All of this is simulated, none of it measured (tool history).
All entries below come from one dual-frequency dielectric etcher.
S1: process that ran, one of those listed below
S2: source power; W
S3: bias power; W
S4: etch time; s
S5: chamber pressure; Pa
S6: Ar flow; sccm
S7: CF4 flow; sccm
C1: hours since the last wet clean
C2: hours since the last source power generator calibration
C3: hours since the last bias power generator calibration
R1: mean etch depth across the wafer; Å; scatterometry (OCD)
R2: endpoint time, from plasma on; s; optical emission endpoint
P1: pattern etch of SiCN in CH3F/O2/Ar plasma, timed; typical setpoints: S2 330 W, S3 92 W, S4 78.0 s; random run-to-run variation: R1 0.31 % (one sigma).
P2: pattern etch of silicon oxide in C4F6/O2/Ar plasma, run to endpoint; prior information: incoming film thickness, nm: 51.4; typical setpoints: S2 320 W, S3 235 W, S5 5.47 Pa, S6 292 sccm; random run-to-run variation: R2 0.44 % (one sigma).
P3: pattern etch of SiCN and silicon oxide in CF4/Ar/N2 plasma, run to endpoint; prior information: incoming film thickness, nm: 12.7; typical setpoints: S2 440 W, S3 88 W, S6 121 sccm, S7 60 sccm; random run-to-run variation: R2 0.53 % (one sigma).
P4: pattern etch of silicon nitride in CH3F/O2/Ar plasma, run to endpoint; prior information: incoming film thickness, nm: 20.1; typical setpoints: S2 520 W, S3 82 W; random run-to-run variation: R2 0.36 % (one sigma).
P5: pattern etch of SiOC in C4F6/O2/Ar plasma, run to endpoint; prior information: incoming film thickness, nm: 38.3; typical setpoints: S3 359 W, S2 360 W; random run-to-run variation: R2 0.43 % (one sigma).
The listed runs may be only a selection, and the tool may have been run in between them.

| run | hour | S1 | S2 | S3 | S4 | S5 | S6 | S7 | C1 | C2 | C3 | R1 | R2 |
|---|---|---|---|---|---|---|---|---|---|---|---|---|---|
| 1 | 8.7 | P1 | 330 | 92 | 78.0 |  |  |  | 421.4 | 1709.9 | 1249.0 | 299.12 |  |
| 2 | 16.4 | P2 | 420 | 235 |  | 5.47 | 292 |  | 429.1 | 1717.6 | 1256.7 |  | 14.967 |
| 3 | 29.0 | P1 | 250 | 58 | 78.0 |  |  |  | 441.7 | 1730.2 | 1269.3 | 226.77 |  |
| 4 | 38.9 | P1 | 330 | 92 | 78.0 |  |  |  | 451.6 | 1740.1 | 1279.2 | 298.86 |  |
| 5 | 51.2 | P1 | 330 | 92 | 113.5 |  |  |  | 463.9 | 1752.4 | 1291.5 | 435.07 |  |
| 6 | 64.5 | P3 | 440 | 88 |  |  | 121 | 60 | 477.2 | 1765.7 | 1304.8 |  | 14.196 |
| 7 | 75.9 | P4 | 520 | 113 |  |  |  |  | 488.6 | 1777.1 | 1316.2 |  | 22.305 |
| 8 | 86.6 | P3 | 440 | 88 |  |  | 121 | 73 | 499.3 | 1787.8 | 1326.9 |  | 13.845 |
| 9 | 100.7 | P2 | 320 | 235 |  | 5.47 | 292 |  | 513.4 | 1801.9 | 1341.0 |  | 16.575 |
| 10 | 108.9 | P1 | 330 | 92 | 78.0 |  |  |  | 521.6 | 1810.1 | 1349.2 | 297.17 |  |
| 11 | 122.9 | P2 | 320 | 235 |  | 5.47 | 406 |  | 535.6 | 1824.1 | 1363.2 |  | 17.129 |
| 12 | 135.8 | P1 | 260 | 92 | 78.0 |  |  |  | 548.5 | 1837.0 | 1376.1 | 273.76 |  |
| 13 | 146.1 | P1 | 330 | 92 | 78.0 |  |  |  | 558.8 | 1847.3 | 1386.4 | 296.84 |  |
| 14 | 159.9 | P4 | 520 | 82 |  |  |  |  | 572.6 | 1861.1 | 1400.2 |  | 24.990 |
| 15 | 173.9 | P4 | 520 | 82 |  |  |  |  | 586.6 | 1875.1 | 1414.2 |  | 24.829 |
| 16 | 187.1 | P1 | 330 | 92 | 78.0 |  |  |  | 599.8 | 1888.3 | 1427.4 | 299.11 |  |
| 17 | 195.1 | P5 | 500 | 359 |  |  |  |  | 607.8 | 1896.3 | 1435.4 |  | 13.195 |
| 18 | 202.8 | P5 | 360 | 280 |  |  |  |  | 615.5 | 1904.0 | 1443.1 |  | 16.352 |
| 19 | 209.8 | P3 | 300 | 88 |  |  | 121 | 60 | 622.5 | 1911.0 | 1450.1 |  | 19.844 |
| 20 | 216.9 | P3 | 440 | 53 |  |  | 121 | 60 | 629.6 | 1918.1 | 1457.2 |  | 17.232 |
| 21 | 230.7 | P1 | 330 | 92 | 56.5 |  |  |  | 643.4 | 1931.9 | 1471.0 | 215.49 |  |
| 22 | 237.0 | P1 | 450 | 92 | 78.0 |  |  |  | 649.7 | 1938.2 | 1477.3 | 333.62 |  |
| 23 | 243.3 | P1 | 330 | 92 | 78.0 |  |  |  | 656.0 | 1944.5 | 1483.6 | 297.50 |  |
| 24 | 253.0 | P1 | 330 | 122 | 78.0 |  |  |  | 665.7 | 1954.2 | 1493.3 | 331.69 |  |
| 25 | 264.8 | P2 | 320 | 235 |  | 5.47 | 292 |  | 677.5 | 1966.0 | 1505.1 |  | 16.378 |
| 26 | 271.3 | P1 | 330 | 60 | 78.0 |  |  |  | 684.0 | 1972.5 | 1511.6 | 255.87 |  |
| 27 | 281.5 | P2 | 320 | 143 |  | 5.47 | 292 |  | 694.2 | 1982.7 | 1521.8 |  | 19.410 |
| 28 | 288.0 | P2 | 320 | 235 |  | 3.67 | 292 |  | 700.7 | 1989.2 | 1528.3 |  | 15.740 |
| 29 | 297.5 | P4 | 340 | 82 |  |  |  |  | 710.2 | 1998.7 | 1537.8 |  | 29.445 |
| 30 | 307.3 | P3 | 440 | 88 |  |  | 154 | 60 | 720.0 | 2008.5 | 1547.6 |  | 14.829 |
| 31 | 315.0 | P5 | 360 | 359 |  |  |  |  | 727.7 | 2016.2 | 1555.3 |  | 14.934 |
| 32 | 324.6 | P1 | 330 | 92 | 78.0 |  |  |  | 737.3 | 2025.8 | 1564.9 | 297.00 |  |
| 33 | 338.1 | P1 | 330 | 92 | 78.0 |  |  |  | 750.8 | 2039.3 | 1578.4 | 300.28 |  |
| 34 | 349.2 | P1 | 330 | 92 | 78.0 |  |  |  | 761.9 | 2050.4 | 1589.5 | 300.30 |  |
| 35 | 361.0 | P1 | 330 | 92 | 78.0 |  |  |  | 773.7 | 2062.2 | 1601.3 | 301.43 |  |
| 36 | 374.6 | P1 | 330 | 92 | 78.0 |  |  |  | 787.3 | 2075.8 | 1614.9 | 302.15 |  |
| 37 | 386.2 | P1 | 330 | 92 | 78.0 |  |  |  | 798.9 | 2087.4 | 1626.5 | 302.11 |  |
|  | 392.6 | wet clean of the chamber |
| 38 | 395.8 | P1 | 330 | 92 | 78.0 |  |  |  | 3.3 | 2097.0 | 1636.1 | 302.07 |  |
| 39 | 402.2 | P1 | 330 | 92 | 78.0 |  |  |  | 9.7 | 2103.4 | 1642.5 | 302.19 |  |
| 40 | 415.5 | P1 | 330 | 92 | 78.0 |  |  |  | 23.0 | 2116.7 | 1655.8 | 303.30 |  |
| 41 | 426.3 | P1 | 330 | 92 | 78.0 |  |  |  | 33.8 | 2127.5 | 1666.6 | 302.77 |  |
| 42 | 440.4 | P1 | 330 | 92 | 78.0 |  |  |  | 47.9 | 2141.6 | 1680.7 | 303.73 |  |
| 43 | 448.6 | P1 | 330 | 92 | 78.0 |  |  |  | 56.1 | 2149.8 | 1688.9 | 302.10 |  |

P1 has crept away from where it was. The log is fitted equally well by each of these 2 causes, at the sizes shown:
A: bias power that arrives over what is set, % = 4.16
B: source power that arrives over what is set, % = 4.26
The creep began at about hour 324.6.
Excluded causes, each with its reason:
chamber walls in a state that raises the etch rate, %: serviced at hour 392.6, after the change had begun; the process did not return to its earlier output

4 check runs are offered, each on 5 wafers whose results are averaged, their results left as question marks. Which one tells the causes apart?
| check 1 | 456.8 | P3 | 440 | 88 |  |  | 121 | 60 |  |  |  |  | ? |
| check 2 | 456.8 | P2 | 320 | 235 |  | 5.47 | 292 |  |  |  |  |  | ? |
| check 3 | 456.8 | P4 | 520 | 82 |  |  |  |  |  |  |  |  | ? |
| check 4 | 456.8 | P5 | 360 | 359 |  |  |  |  |  |  |  |  | ? |

How each check would come out, cause by cause:
| check | result | if A | if B |
|---|---|---|---|
| check 1 | R2 | 14.039 | 13.744 |
| check 2 | R2 | 16.347 | 16.313 |
| check 3 | R2 | 24.585 | 24.545 |
| check 4 | R2 | 14.775 | 14.759 |
Gap, in per cent, between the two causes that each check separates least, read from the result that separates them most: check 1 2.12 %; check 2 0.21 %; check 3 0.16 %; check 4 0.1 %
Only in check 1 would the causes give clearly different results; in the remaining checks their results would be nearly the same.

Check 1 was carried out, with these results: R2 14.059 s. Which of the listed causes is responsible?

It is A: bias power that arrives over what is set, %.
